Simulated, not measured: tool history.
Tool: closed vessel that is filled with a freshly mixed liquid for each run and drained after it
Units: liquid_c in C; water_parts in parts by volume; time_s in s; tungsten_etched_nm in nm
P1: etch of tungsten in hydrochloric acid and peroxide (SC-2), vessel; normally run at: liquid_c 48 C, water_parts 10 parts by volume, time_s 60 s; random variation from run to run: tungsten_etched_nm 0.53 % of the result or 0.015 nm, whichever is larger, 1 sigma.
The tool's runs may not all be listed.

run  hour  liquid_c  water_parts  time_s  tungsten_etched_nm
  1   5.2        48           10      60              8.1361
  2  10.1        48           10      60              8.0775
  3  15.4        48           10      60               8.212
  4  18.8        48           10      60              8.1373
  5  21.9        35           10      60              3.2833
  6  25.1      60.5           10      60              18.526
  7  29.1        48           10      60              8.1552
       30  -- thermometer replaced
  8    32        48            4      60              16.423
  9  36.3      56.5         15.5      60              9.8015
 10  39.1        48           16      60              5.4328
 11  42.5        48           10      60               8.181
 12  46.6        48           10     110              14.936
 13  49.5        48           10      30              4.0827
 14  52.4        48           10      60              8.2257
 15  56.9        48           10      60              7.7953
 16  59.9        48           10      60               7.669
 17  63.8        48           10      60              7.4746
 18  68.6        48           10      60              7.4626
     69.1  -- new drum of peroxide connected
 19  71.3        48           10      60              7.4307
 20  75.9        48           10      60              7.4426

Forecast run 21:
 21  79.2        48           10      60                   ?

tungsten_etched_nm: 7.4871 nm
